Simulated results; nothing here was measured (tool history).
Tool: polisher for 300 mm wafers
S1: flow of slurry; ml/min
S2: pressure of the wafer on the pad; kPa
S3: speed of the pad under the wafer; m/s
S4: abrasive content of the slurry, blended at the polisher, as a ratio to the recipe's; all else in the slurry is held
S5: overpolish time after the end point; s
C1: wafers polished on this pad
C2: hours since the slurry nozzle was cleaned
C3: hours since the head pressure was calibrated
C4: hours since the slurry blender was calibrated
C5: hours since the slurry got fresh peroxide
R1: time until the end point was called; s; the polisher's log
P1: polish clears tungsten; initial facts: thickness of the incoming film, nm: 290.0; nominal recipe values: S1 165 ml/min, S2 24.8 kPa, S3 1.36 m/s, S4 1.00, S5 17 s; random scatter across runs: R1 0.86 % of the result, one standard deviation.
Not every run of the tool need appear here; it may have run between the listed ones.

run 1 hour=4.5 | S1=165 S2=24.8 S3=1.36 S4=1.00 S5=17 | C1=560 C2=110.6 C3=510.7 C4=112.9 C5=41.2 | R1=49.686
run 2 hour=7.2 | S1=165 S2=12.4 S3=2.10 S4=1.00 S5=17 | C1=591 C2=113.3 C3=513.4 C4=115.6 C5=43.9 | R1=62.663
run 3 hour=9.4 | S1=165 S2=24.8 S3=1.36 S4=1.00 S5=17 | C1=617 C2=115.5 C3=515.6 C4=117.8 C5=46.1 | R1=49.883
run 4 hour=12.6 | S1=100 S2=24.8 S3=0.72 S4=1.00 S5=17 | C1=655 C2=118.7 C3=518.8 C4=121.0 C5=49.3 | R1=102.550
run 5 hour=16.7 | S1=165 S2=24.8 S3=1.36 S4=1.00 S5=17 | C1=702 C2=122.8 C3=522.9 C4=125.1 C5=53.4 | R1=49.185
run 6 hour=18.8 | S1=165 S2=35.9 S3=1.36 S4=1.00 S5=17 | C1=727 C2=124.9 C3=525.0 C4=127.2 C5=55.5 | R1=34.191
run 7 hour=21.8 | S1=215 S2=24.8 S3=1.36 S4=1.00 S5=17 | C1=762 C2=127.9 C3=528.0 C4=130.2 C5=58.5 | R1=47.160
run 8 hour=25.8 | S1=165 S2=24.8 S3=1.36 S4=1.00 S5=17 | C1=809 C2=131.9 C3=532.0 C4=134.2 C5=62.5 | R1=48.787
run 9 hour=29.6 | S1=165 S2=24.8 S3=1.36 S4=1.00 S5=17 | C1=853 C2=135.7 C3=535.8 C4=138.0 C5=66.3 | R1=49.320
run 10 hour=34.3 | S1=165 S2=24.8 S3=1.36 S4=1.00 S5=8 | C1=908 C2=140.4 C3=540.5 C4=142.7 C5=71.0 | R1=49.684
run 11 hour=38.8 | S1=165 S2=24.8 S3=0.70 S4=1.00 S5=17 | C1=961 C2=144.9 C3=545.0 C4=147.2 C5=75.5 | R1=94.582
-- hour=40.5 slurry nozzle cleaned
run 12 hour=42.7 | S1=165 S2=24.8 S3=0.76 S4=1.00 S5=5 | C1=1006 C2=2.3 C3=548.9 C4=151.1 C5=79.4 | R1=89.640
run 13 hour=47.5 | S1=165 S2=24.8 S3=1.36 S4=0.55 S5=17 | C1=1063 C2=7.1 C3=553.7 C4=155.9 C5=84.2 | R1=56.458
run 14 hour=50.6 | S1=165 S2=24.8 S3=1.36 S4=1.00 S5=17 | C1=1099 C2=10.2 C3=556.8 C4=159.0 C5=87.3 | R1=48.821
run 15 hour=54.7 | S1=165 S2=24.8 S3=1.36 S4=1.00 S5=17 | C1=1147 C2=14.3 C3=560.9 C4=163.1 C5=91.4 | R1=50.034
run 16 hour=57.3 | S1=165 S2=11.0 S3=1.36 S4=1.00 S5=17 | C1=1177 C2=16.9 C3=563.5 C4=165.7 C5=94.0 | R1=111.610
run 17 hour=59.6 | S1=165 S2=24.8 S3=1.36 S4=1.40 S5=17 | C1=1204 C2=19.2 C3=565.8 C4=168.0 C5=96.3 | R1=45.344
run 18 hour=62.0 | S1=165 S2=24.8 S3=1.36 S4=1.00 S5=34 | C1=1232 C2=21.6 C3=568.2 C4=170.4 C5=98.7 | R1=49.521

Run 19, settings as shown, results not yet in. Your forecast:
run 19 hour=65.0 | S1=165 S2=24.8 S3=1.90 S4=1.00 S5=17 | C1=1267 C2=24.6 C3=571.2 C4=173.4 C5=101.7 | R1=?

Run 19 yielded R1 35.663 s.
